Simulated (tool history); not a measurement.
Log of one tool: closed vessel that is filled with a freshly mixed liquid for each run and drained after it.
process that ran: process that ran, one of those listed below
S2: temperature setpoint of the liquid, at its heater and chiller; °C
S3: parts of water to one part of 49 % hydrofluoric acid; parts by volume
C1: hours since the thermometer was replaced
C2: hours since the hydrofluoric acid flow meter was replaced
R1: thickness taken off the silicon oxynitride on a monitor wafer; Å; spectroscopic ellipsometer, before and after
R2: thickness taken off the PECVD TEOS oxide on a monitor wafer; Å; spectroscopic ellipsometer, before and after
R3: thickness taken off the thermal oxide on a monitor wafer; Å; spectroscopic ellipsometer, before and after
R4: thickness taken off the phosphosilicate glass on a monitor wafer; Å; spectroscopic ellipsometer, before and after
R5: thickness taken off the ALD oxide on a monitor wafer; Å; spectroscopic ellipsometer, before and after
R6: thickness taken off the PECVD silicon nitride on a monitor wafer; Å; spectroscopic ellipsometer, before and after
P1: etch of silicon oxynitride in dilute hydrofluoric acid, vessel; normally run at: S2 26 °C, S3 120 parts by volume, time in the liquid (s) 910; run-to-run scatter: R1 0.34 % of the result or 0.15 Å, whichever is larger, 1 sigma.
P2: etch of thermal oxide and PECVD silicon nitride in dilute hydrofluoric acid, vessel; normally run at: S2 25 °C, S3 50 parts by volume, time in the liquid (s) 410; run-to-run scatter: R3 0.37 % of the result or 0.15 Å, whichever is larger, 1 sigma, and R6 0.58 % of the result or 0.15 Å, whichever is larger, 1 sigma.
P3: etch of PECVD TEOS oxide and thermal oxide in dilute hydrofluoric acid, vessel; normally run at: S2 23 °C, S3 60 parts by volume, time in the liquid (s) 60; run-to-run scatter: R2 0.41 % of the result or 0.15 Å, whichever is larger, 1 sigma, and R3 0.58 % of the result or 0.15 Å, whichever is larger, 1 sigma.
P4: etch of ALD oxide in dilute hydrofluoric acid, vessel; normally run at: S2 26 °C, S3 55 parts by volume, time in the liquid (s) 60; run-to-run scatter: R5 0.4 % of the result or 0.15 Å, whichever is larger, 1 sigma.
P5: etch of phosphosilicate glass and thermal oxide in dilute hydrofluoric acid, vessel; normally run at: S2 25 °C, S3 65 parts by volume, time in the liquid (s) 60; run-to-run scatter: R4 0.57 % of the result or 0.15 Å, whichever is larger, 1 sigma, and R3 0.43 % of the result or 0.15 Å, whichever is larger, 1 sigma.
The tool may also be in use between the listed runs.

{"run": 1, "hour": 7.8, "process that ran": "P1", "S2": 26, "S3": 120, "time in the liquid (s)": 910, "C1": 1046.7, "C2": 1616, "R1": 119.14}
{"run": 2, "hour": 18.3, "process that ran": "P1", "S2": 26, "S3": 120, "time in the liquid (s)": 1685, "C1": 1057.2, "C2": 1626.5, "R1": 220.36}
{"run": 3, "hour": 25.3, "process that ran": "P1", "S2": 26, "S3": 120, "time in the liquid (s)": 140, "C1": 1064.2, "C2": 1633.5, "R1": 18.354}
{"run": 4, "hour": 34.7, "process that ran": "P3", "S2": 23, "S3": 30, "time in the liquid (s)": 60, "C1": 1073.6, "C2": 1642.9, "R2": 340.37, "R3": 98.834}
{"run": 5, "hour": 42.2, "process that ran": "P5", "S2": 25, "S3": 65, "time in the liquid (s)": 30, "C1": 1081.1, "C2": 1650.4, "R3": 24.973, "R4": 325.43}
{"run": 6, "hour": 47.1, "process that ran": "P4", "S2": 26, "S3": 20, "time in the liquid (s)": 60, "C1": 1086, "C2": 1655.3, "R5": 933.09}
{"run": 7, "hour": 57.2, "process that ran": "P1", "S2": 26, "S3": 45, "time in the liquid (s)": 1640, "C1": 1096.1, "C2": 1665.4, "R1": 611.64}
{"run": 8, "hour": 67.5, "process that ran": "P3", "S2": 19, "S3": 60, "time in the liquid (s)": 60, "C1": 1106.4, "C2": 1675.7, "R2": 139.07, "R3": 40.09}
{"run": 9, "hour": 72.7, "process that ran": "P3", "S2": 23, "S3": 60, "time in the liquid (s)": 30, "C1": 1111.6, "C2": 1680.9, "R2": 81.343, "R3": 23.925}
{"run": 10, "hour": 80.5, "process that ran": "P1", "S2": 33.5, "S3": 120, "time in the liquid (s)": 910, "C1": 1119.4, "C2": 1688.7, "R1": 166.58}
{"run": 11, "hour": 90.4, "process that ran": "P4", "S2": 33, "S3": 55, "time in the liquid (s)": 60, "C1": 1129.3, "C2": 1698.6, "R5": 422.98}
{"run": 12, "hour": 100.5, "process that ran": "P1", "S2": 26, "S3": 65, "time in the liquid (s)": 910, "C1": 1139.4, "C2": 1708.7, "R1": 232.1}
{"run": 13, "hour": 108.8, "process that ran": "P1", "S2": 26, "S3": 120, "time in the liquid (s)": 910, "C1": 1147.7, "C2": 1717, "R1": 120.32}
{"run": 14, "hour": 118.5, "process that ran": "P1", "S2": 19.5, "S3": 210, "time in the liquid (s)": 910, "C1": 1157.4, "C2": 1726.7, "R1": 47.221}
{"run": 15, "hour": 126.9, "process that ran": "P1", "S2": 26, "S3": 45, "time in the liquid (s)": 210, "C1": 1165.8, "C2": 1735.1, "R1": 78.829}
{"run": 16, "hour": 136.5, "process that ran": "P1", "S2": 26, "S3": 120, "time in the liquid (s)": 910, "C1": 1175.4, "C2": 1744.7, "R1": 119.13}
{"run": 17, "hour": 144.8, "process that ran": "P2", "S2": 25, "S3": 50, "time in the liquid (s)": 410, "C1": 1183.7, "C2": 1753, "R3": 410.7, "R6": 204.85}
{"run": 18, "hour": 150.3, "process that ran": "P2", "S2": 25, "S3": 50, "time in the liquid (s)": 70, "C1": 1189.2, "C2": 1758.5, "R3": 70.172, "R6": 35.071}
{"run": 19, "hour": 156.3, "process that ran": "P2", "S2": 20, "S3": 50, "time in the liquid (s)": 410, "C1": 1195.2, "C2": 1764.5, "R3": 331.55, "R6": 144.93}
{"run": 20, "hour": 162.4, "process that ran": "P3", "S2": 23, "S3": 60, "time in the liquid (s)": 60, "C1": 1201.3, "C2": 1770.6, "R2": 163.01, "R3": 47.651}
{"run": 21, "hour": 168.7, "process that ran": "P4", "S2": 26, "S3": 55, "time in the liquid (s)": 60, "C1": 1207.6, "C2": 1776.9, "R5": 324.45}
{"run": 22, "hour": 178.9, "process that ran": "P1", "S2": 26, "S3": 120, "time in the liquid (s)": 910, "C1": 1217.8, "C2": 1787.1, "R1": 119.07}
{"run": 23, "hour": 189.7, "process that ran": "P5", "S2": 19, "S3": 65, "time in the liquid (s)": 60, "C1": 1228.6, "C2": 1797.9, "R3": 39.397, "R4": 507.22}
{"run": 24, "hour": 194.8, "process that ran": "P1", "S2": 26, "S3": 210, "time in the liquid (s)": 910, "C1": 1233.7, "C2": 1803, "R1": 63.695}
{"run": 25, "hour": 202.4, "process that ran": "P1", "S2": 19.5, "S3": 120, "time in the liquid (s)": 910, "C1": 1241.3, "C2": 1810.6, "R1": 88.033}
{"run": 26, "hour": 210.4, "process that ran": "P1", "S2": 26, "S3": 120, "time in the liquid (s)": 910, "C1": 1249.3, "C2": 1818.6, "R1": 119.78}
{"run": 27, "hour": 215.1, "process that ran": "P2", "S2": 25, "S3": 50, "time in the liquid (s)": 410, "C1": 1254, "C2": 1823.3, "R3": 405.71, "R6": 202.32}
{"run": 28, "hour": 220.7, "process that ran": "P5", "S2": 25, "S3": 65, "time in the liquid (s)": 60, "C1": 1259.6, "C2": 1828.9, "R3": 50.02, "R4": 642.18}
{"run": 29, "hour": 227.4, "process that ran": "P2", "S2": 25, "S3": 20, "time in the liquid (s)": 410, "C1": 1266.3, "C2": 1835.6, "R3": 1065.8, "R6": 490.31}
{"run": 30, "hour": 233.3, "process that ran": "P1", "S2": 26, "S3": 120, "time in the liquid (s)": 910, "C1": 1272.2, "C2": 1841.5, "R1": 119.27}
{"run": 31, "hour": 239.0, "process that ran": "P5", "S2": 25, "S3": 25, "time in the liquid (s)": 60, "C1": 1277.9, "C2": 1847.2, "R3": 138.89, "R4": 1780.9}
{"run": 32, "hour": 247.5, "process that ran": "P4", "S2": 26, "S3": 55, "time in the liquid (s)": 105, "C1": 1286.4, "C2": 1855.7, "R5": 561}
{"run": 33, "hour": 256.9, "process that ran": "P1", "S2": 26, "S3": 120, "time in the liquid (s)": 910, "C1": 1295.8, "C2": 1865.1, "R1": 120.05}
{"run": 34, "hour": 263.7, "process that ran": "P1", "S2": 26, "S3": 120, "time in the liquid (s)": 910, "C1": 1302.6, "C2": 1871.9, "R1": 124.59}
{"run": 35, "hour": 274.2, "process that ran": "P1", "S2": 26, "S3": 120, "time in the liquid (s)": 910, "C1": 1313.1, "C2": 1882.4, "R1": 127.99}
{"run": 36, "hour": 279.1, "process that ran": "P1", "S2": 26, "S3": 120, "time in the liquid (s)": 910, "C1": 1318, "C2": 1887.3, "R1": 129.76}
{"run": 37, "hour": 287.6, "process that ran": "P1", "S2": 26, "S3": 120, "time in the liquid (s)": 910, "C1": 1326.5, "C2": 1895.8, "R1": 130.53}
{"run": 38, "hour": 294.2, "process that ran": "P1", "S2": 26, "S3": 120, "time in the liquid (s)": 910, "C1": 1333.1, "C2": 1902.4, "R1": 129.21}
{"run": 39, "hour": 302.8, "process that ran": "P1", "S2": 26, "S3": 120, "time in the liquid (s)": 910, "C1": 1341.7, "C2": 1911, "R1": 130.3}

What P1 gives has crept away from where it was. These 2 causes fit the log equally well, each at the size given:
A: hydrofluoric acid flow above the setpoint (%) = 8.07
B: liquid hotter than its thermometer reads (K) = 1.89
The creep began at about hour 256.9.

4 check runs are offered, one wafer each, their results left as question marks. Which one tells the causes apart?
{"run": "check 1", "hour": 311.4, "process that ran": "P2", "S2": 25, "S3": 50, "time in the liquid (s)": 410, "R3": "?", "R6": "?"}
{"run": "check 2", "hour": 311.4, "process that ran": "P3", "S2": 23, "S3": 60, "time in the liquid (s)": 60, "R2": "?", "R3": "?"}
{"run": "check 3", "hour": 311.4, "process that ran": "P5", "S2": 25, "S3": 65, "time in the liquid (s)": 60, "R3": "?", "R4": "?"}
{"run": "check 4", "hour": 311.4, "process that ran": "P4", "S2": 26, "S3": 55, "time in the liquid (s)": 60, "R5": "?"}

What each check would give under each cause:
check=check_1 result=R3 if_A=444.67 if_B=442
check=check_1 result=R6 if_A=219.84 if_B=231.04
check=check_2 result=R2 if_A=178.2 if_B=177.11
check=check_2 result=R3 if_A=51.795 if_B=51.478
check=check_3 result=R3 if_A=54.363 if_B=53.909
check=check_3 result=R4 if_A=707.68 if_B=701.78
check=check_4 result=R5 if_A=351.51 if_B=348.81
How far apart the two closest causes lie, in the result that separates them most: check 1 4.97 %; check 2 0.61 %; check 3 0.84 %; check 4 0.77 %
Check 1 tells the causes apart: in the others they would give nearly the same result.

Then check 1 was run and gave: R3 443.38 Å; R6 230.39 Å. Which cause is it?

It is B: liquid hotter than its thermometer reads (K).
